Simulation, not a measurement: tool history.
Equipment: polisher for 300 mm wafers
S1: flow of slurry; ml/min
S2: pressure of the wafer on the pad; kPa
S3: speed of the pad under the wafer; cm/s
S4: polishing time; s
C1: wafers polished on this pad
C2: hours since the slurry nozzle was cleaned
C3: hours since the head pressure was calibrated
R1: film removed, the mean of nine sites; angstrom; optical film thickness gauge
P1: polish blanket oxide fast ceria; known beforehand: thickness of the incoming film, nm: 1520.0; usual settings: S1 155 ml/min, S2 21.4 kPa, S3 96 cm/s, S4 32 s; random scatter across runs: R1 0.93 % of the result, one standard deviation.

run	day	S1	S2	S3	S4	C1	C2	C3	R1
1	0.358	155	21.4	96	32	900	204.7	349.3	4619
2	0.771	155	29.6	62	32	1050	214.6	359.2	4117.5
3	1.183	155	30.3	96	32	1200	224.5	369.1	6498.2
4	1.6	155	21.4	96	50	1351	234.5	379.1	7313.4
5	2.208	155	21.4	96	32	1573	249.1	393.7	4582.9
6	2.679	155	21.4	150	32	1744	260.4	405	7188.3
7	3.271	155	21.4	60	32	1959	274.6	419.2	2935.6
8	3.6	155	21.4	96	16	2078	282.5	427.1	2334.7
9	3.988	210	21.4	96	32	2219	291.8	436.4	4775.1
10	4.312	155	21.4	96	32	2337	299.6	444.2	4613.4
11	4.792	155	13.1	96	23	2512	311.1	455.7	2044.2
12	5.088	95	21.4	96	32	2619	318.2	462.8	4196
13	5.371	155	11	96	32	2722	325	469.6	2388
14	5.767	155	21.4	96	32	2866	334.5	479.1	4637.5
15	6.346	155	21.4	96	32	3077	348.4	493	4601.5
16	6.817	155	21.4	96	32	3248	359.7	504.3	4676.6
17	7.375	155	21.4	96	32	3451	373.1	517.7	4566.5
18	7.888	155	21.4	96	32	3637	385.4	530	4331.2
19	8.433	155	21.4	96	32	3836	398.5	543.1	4339.1
20	8.954	155	21.4	96	32	4025	411	555.6	4324.4
# day 9.283: head pressure recalibrated
21	9.571	155	21.4	96	32	4249	425.8	7	4357.3
22	10.058	155	21.4	96	32	4426	437.5	18.7	4340
23	10.346	155	21.4	96	32	4531	444.4	25.6	4271.4

The output of P1 has drifted from where it used to be. Each of the 2 causes below, taken at the size shown beside it, accounts for the log equally well:
A: slurry flow missing at the pad, % = 32.2
B: removal rate lost through wear of the pad, % = 7.49
At approximately day 6.817, the process output began to creep.
Other possible causes, and why each is ruled out:
head's pressure below its setpoint, %: serviced after onset, at day 9.283, with no recovery of the prior output

4 check runs are offered, each on 5 wafers whose results are averaged, their results left as question marks. Which one tells the causes apart?
check 1	10.633	155	15.9	96	17				?
check 2	10.633	155	14.5	96	32				?
check 3	10.633	105	21.4	96	32				?
check 4	10.633	155	17.2	96	24				?

What each check would give under each cause:
check	result	if A	if B
check 1	R1	1694.2	1694.4
check 2	R1	2911.8	2912
check 3	R1	3849.8	3975.6
check 4	R1	2599.8	2600
Per check, the gap between the least separated pair of causes, taken in the result that splits them most: check 1 0.01 %; check 2 0.01 %; check 3 3.21 %; check 4 0.01 %
Check 3 is the one run that separates the causes; every other check would come out nearly the same whichever cause is at work.

Here is what check 3 returned: R1 3869.7 angstrom. Which cause is it?

It was cause A: slurry flow missing at the pad, %.
